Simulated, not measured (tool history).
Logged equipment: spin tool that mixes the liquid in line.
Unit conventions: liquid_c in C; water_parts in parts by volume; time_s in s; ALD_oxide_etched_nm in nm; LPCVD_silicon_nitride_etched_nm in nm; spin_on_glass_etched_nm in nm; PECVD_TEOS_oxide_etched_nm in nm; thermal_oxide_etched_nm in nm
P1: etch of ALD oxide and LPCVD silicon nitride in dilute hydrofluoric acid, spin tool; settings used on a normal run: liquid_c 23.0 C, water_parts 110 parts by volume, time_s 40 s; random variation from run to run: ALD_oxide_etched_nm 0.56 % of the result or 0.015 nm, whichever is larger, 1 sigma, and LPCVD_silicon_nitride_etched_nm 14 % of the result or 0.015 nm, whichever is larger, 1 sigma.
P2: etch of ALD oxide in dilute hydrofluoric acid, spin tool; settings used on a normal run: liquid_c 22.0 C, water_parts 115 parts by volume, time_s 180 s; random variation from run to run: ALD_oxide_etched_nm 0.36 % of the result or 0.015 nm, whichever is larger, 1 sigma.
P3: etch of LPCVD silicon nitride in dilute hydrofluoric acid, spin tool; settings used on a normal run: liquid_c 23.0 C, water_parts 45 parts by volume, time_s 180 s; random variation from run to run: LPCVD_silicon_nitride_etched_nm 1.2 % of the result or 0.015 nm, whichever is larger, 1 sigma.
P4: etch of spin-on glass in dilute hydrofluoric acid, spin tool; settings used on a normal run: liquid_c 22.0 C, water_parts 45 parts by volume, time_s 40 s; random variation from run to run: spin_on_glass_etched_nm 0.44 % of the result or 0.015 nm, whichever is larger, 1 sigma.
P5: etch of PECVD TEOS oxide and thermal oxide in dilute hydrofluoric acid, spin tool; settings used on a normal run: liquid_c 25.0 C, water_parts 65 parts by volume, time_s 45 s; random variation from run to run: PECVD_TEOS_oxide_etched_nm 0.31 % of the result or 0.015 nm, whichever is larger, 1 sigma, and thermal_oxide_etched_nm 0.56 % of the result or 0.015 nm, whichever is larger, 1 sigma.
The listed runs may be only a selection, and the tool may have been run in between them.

run	hour	process	liquid_c	water_parts	time_s	ALD_oxide_etched_nm	LPCVD_silicon_nitride_etched_nm	spin_on_glass_etched_nm	PECVD_TEOS_oxide_etched_nm	thermal_oxide_etched_nm
1	5.8	P1	23.0	110	40	10.9920	0.148510			
2	13.5	P2	22.0	195	180	7.5160				
3	20.7	P4	22.0	45	15			11.889		
4	29.4	P1	23.0	110	40	10.9810	0.181530			
5	39.4	P1	23.0	110	40	10.9280	0.170840			
6	46.0	P1	31.0	110	40	14.9310	0.184130			
7	53.6	P2	22.0	115	75	5.8466				
8	63.4	P1	23.0	65	15	7.2806	0.083737			
9	74.4	P5	25.0	85	45				12.9730	2.6900
10	81.9	P3	30.0	45	180		3.019900			
11	91.1	P5	17.0	65	45				12.4680	2.6459
12	101.4	P3	23.0	45	100		1.058600			
13	111.5	P3	23.0	45	180		1.902700			
14	120.3	P1	23.0	110	40	11.0850	0.128790			
15	127.2	P2	22.0	115	180	13.9970				
16	136.9	P1	23.0	35	40	38.0020	0.416820			
17	147.0	P4	30.5	45	40			44.971		
18	155.5	P1	23.0	110	15	4.0945	0.054039			
19	162.5	P5	25.0	65	20				7.7211	1.6467
20	170.9	P4	22.0	25	40			59.081		
21	178.1	P1	23.0	170	40	6.5825	0.122640			
22	188.3	P5	25.0	65	45				17.4720	3.5946
23	195.0	P4	22.0	45	40			31.866		
24	205.8	P4	22.0	45	40			31.780		
25	215.0	P2	17.0	115	180	11.4160				
26	220.5	P1	23.0	150	25	4.7504	0.050815			
27	229.4	P1	23.0	45	15	10.8270	0.131380			
28	234.6	P1	17.5	110	40	8.7910	0.111320			
29	241.5	P1	23.0	110	40	11.0010	0.133890			
30	249.8	P1	23.0	110	80	21.9690	0.263940			
31	258.0	P3	23.0	65	180		1.292700			
32	268.0	P1	23.0	110	40	10.9450	0.119480			
33	273.5	P1	23.0	110	40	10.7050	0.096845			
34	279.2	P1	23.0	110	40	10.6100	0.138770			
35	288.6	P1	23.0	110	40	10.4330	0.147020			
36	294.2	P1	23.0	110	40	10.2840	0.135310			
37	301.4	P1	23.0	110	40	10.3040	0.107570			
38	308.9	P1	23.0	110	40	10.2670	0.125120			
39	317.9	P1	23.0	110	40	10.1830	0.133510			
40	323.3	P1	23.0	110	40	10.3180	0.164200			

What P1 gives has crept off from where it sat before. The 2 causes that follow fit the log equally well, each at the size noted:
A: liquid colder than its thermometer reads (K) = 1.71
B: hydrofluoric acid flow below the setpoint (%) = 5.85
The gradual shift began around hour 268.0.

Which of the check runs below tells the causes apart, meaning the causes would give it clearly different results? Each run uses 5 wafers whose results are averaged, and each result is shown as a question mark.
check 1	328.7	P3	29.5	45	180		?			
check 2	328.7	P4	30.0	45	40			?		
check 3	328.7	P2	17.0	175	180	?				
check 4	328.7	P5	25.0	65	20				?	?

Outcome of each check run for each possible cause:
check	result	if A	if B
check 1	LPCVD_silicon_nitride_etched_nm	2.665700	2.808400
check 2	spin_on_glass_etched_nm	41.189	41.321
check 3	ALD_oxide_etched_nm	6.5777	6.5732
check 4	PECVD_TEOS_oxide_etched_nm	7.2335	7.2611
check 4	thermal_oxide_etched_nm	1.5109	1.5166
Gap, in per cent, between the two causes that each check separates least, read from the result that separates them most: check 1 5.22 %; check 2 0.32 %; check 3 0.07 %; check 4 0.38 %
The other checks would show nearly matching results whichever cause is true, so check 1 is the only one that separates the causes.

Check 1 has now been run. It gave: LPCVD_silicon_nitride_etched_nm 2.680200 nm. Which of the candidate causes is it?

The correct cause is A, namely: liquid colder than its thermometer reads (K).

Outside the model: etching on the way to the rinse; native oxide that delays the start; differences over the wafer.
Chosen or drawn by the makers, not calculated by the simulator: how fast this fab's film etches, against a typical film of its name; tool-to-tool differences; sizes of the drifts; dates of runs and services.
